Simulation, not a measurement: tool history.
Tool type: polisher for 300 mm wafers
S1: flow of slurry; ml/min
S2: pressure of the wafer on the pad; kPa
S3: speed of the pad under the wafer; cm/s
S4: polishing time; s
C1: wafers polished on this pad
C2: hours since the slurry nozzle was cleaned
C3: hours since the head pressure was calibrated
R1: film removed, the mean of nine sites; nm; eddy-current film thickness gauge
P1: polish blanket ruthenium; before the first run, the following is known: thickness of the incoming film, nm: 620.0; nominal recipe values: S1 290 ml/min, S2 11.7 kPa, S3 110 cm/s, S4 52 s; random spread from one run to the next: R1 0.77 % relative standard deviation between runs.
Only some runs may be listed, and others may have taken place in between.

run 1 hour=12.5 | S1=290 S2=11.7 S3=110 S4=52 | C1=366 C2=115.2 C3=413.6 | R1=45.536
run 2 hour=28.1 | S1=290 S2=11.7 S3=110 S4=52 | C1=496 C2=130.8 C3=429.2 | R1=45.931
run 3 hour=39.1 | S1=290 S2=11.7 S3=78 S4=52 | C1=587 C2=141.8 C3=440.2 | R1=32.243
run 4 hour=50.4 | S1=290 S2=11.7 S3=110 S4=73 | C1=681 C2=153.1 C3=451.5 | R1=64.013
-- hour=56.8 slurry nozzle cleaned
run 5 hour=65.7 | S1=290 S2=11.7 S3=110 S4=52 | C1=808 C2=9.0 C3=466.8 | R1=46.327
run 6 hour=75.4 | S1=290 S2=11.7 S3=110 S4=31 | C1=888 C2=18.7 C3=476.5 | R1=27.373
run 7 hour=88.3 | S1=390 S2=11.7 S3=150 S4=52 | C1=995 C2=31.6 C3=489.4 | R1=64.226
run 8 hour=106.0 | S1=290 S2=11.7 S3=110 S4=52 | C1=1142 C2=49.3 C3=507.1 | R1=45.864
run 9 hour=118.0 | S1=175 S2=11.7 S3=110 S4=52 | C1=1241 C2=61.3 C3=519.1 | R1=43.346
run 10 hour=129.2 | S1=290 S2=11.7 S3=64 S4=27 | C1=1334 C2=72.5 C3=530.3 | R1=13.754
run 11 hour=140.8 | S1=290 S2=11.7 S3=162 S4=52 | C1=1431 C2=84.1 C3=541.9 | R1=67.375
run 12 hour=152.1 | S1=290 S2=6.2 S3=110 S4=52 | C1=1524 C2=95.4 C3=553.2 | R1=24.107
run 13 hour=167.6 | S1=290 S2=11.7 S3=54 S4=38 | C1=1653 C2=110.9 C3=568.7 | R1=16.345
-- hour=176.7 worn pad replaced by a new one
run 14 hour=181.1 | S1=290 S2=18.6 S3=110 S4=52 | C1=37 C2=124.4 C3=582.2 | R1=73.450
run 15 hour=196.7 | S1=405 S2=11.7 S3=110 S4=52 | C1=166 C2=140.0 C3=597.8 | R1=47.110
run 16 hour=209.5 | S1=290 S2=11.7 S3=110 S4=52 | C1=272 C2=152.8 C3=610.6 | R1=45.854
run 17 hour=226.1 | S1=290 S2=11.7 S3=110 S4=52 | C1=410 C2=169.4 C3=627.2 | R1=44.899
run 18 hour=235.4 | S1=290 S2=11.7 S3=110 S4=52 | C1=487 C2=178.7 C3=636.5 | R1=44.344
run 19 hour=251.3 | S1=290 S2=11.7 S3=110 S4=52 | C1=619 C2=194.6 C3=652.4 | R1=43.963
-- hour=257.1 worn pad replaced by a new one
run 20 hour=268.4 | S1=290 S2=11.7 S3=110 S4=52 | C1=94 C2=211.7 C3=669.5 | R1=44.376
run 21 hour=280.4 | S1=290 S2=11.7 S3=110 S4=52 | C1=193 C2=223.7 C3=681.5 | R1=43.807
run 22 hour=294.2 | S1=290 S2=11.7 S3=110 S4=52 | C1=308 C2=237.5 C3=695.3 | R1=44.058
run 23 hour=304.2 | S1=290 S2=11.7 S3=110 S4=52 | C1=391 C2=247.5 C3=705.3 | R1=44.056
run 24 hour=315.8 | S1=290 S2=11.7 S3=110 S4=52 | C1=487 C2=259.1 C3=716.9 | R1=43.830
run 25 hour=327.7 | S1=290 S2=11.7 S3=110 S4=52 | C1=585 C2=271.0 C3=728.8 | R1=43.738

The output of P1 has drifted from where it used to be. Each of the 2 causes below, taken at the size shown beside it, accounts for the log equally well:
A: slurry flow missing at the pad, % = 30.9
B: head's pressure below its setpoint, % = 4.06
The onset of the drift is placed at about hour 209.5.
Other possible causes, and why each is ruled out:
removal rate lost through wear of the pad, %: serviced at hour 257.1, after the change had begun; the process did not return to its earlier output

Which of the 4 check runs listed below, each an average over 5 wafers with its results shown as question marks, gives clearly different results under the different listed causes?
run check 1 hour=339.6 | S1=175 S2=11.7 S3=110 S4=63 | R1=?
run check 2 hour=339.6 | S1=290 S2=11.7 S3=82 S4=52 | R1=?
run check 3 hour=339.6 | S1=290 S2=11.7 S3=110 S4=67 | R1=?
run check 4 hour=339.6 | S1=290 S2=15.2 S3=110 S4=52 | R1=?

Check results expected under each cause:
check=check_1 result=R1 if_A=48.968 if_B=50.207
check=check_2 result=R1 if_A=32.824 if_B=32.823
check=check_3 result=R1 if_A=56.733 if_B=56.732
check=check_4 result=R1 if_A=56.982 if_B=56.981
Separation of the two closest causes in each check, using whichever result separates them best: check 1 2.5 %; check 2 0 %; check 3 0 %; check 4 0 %
Check 1 is the one run that separates the causes; every other check would come out nearly the same whichever cause is at work.

After running check 1, the following was obtained: R1 50.278 nm. Which cause does this point to?

Of the candidate causes, it is B: head's pressure below its setpoint, %.
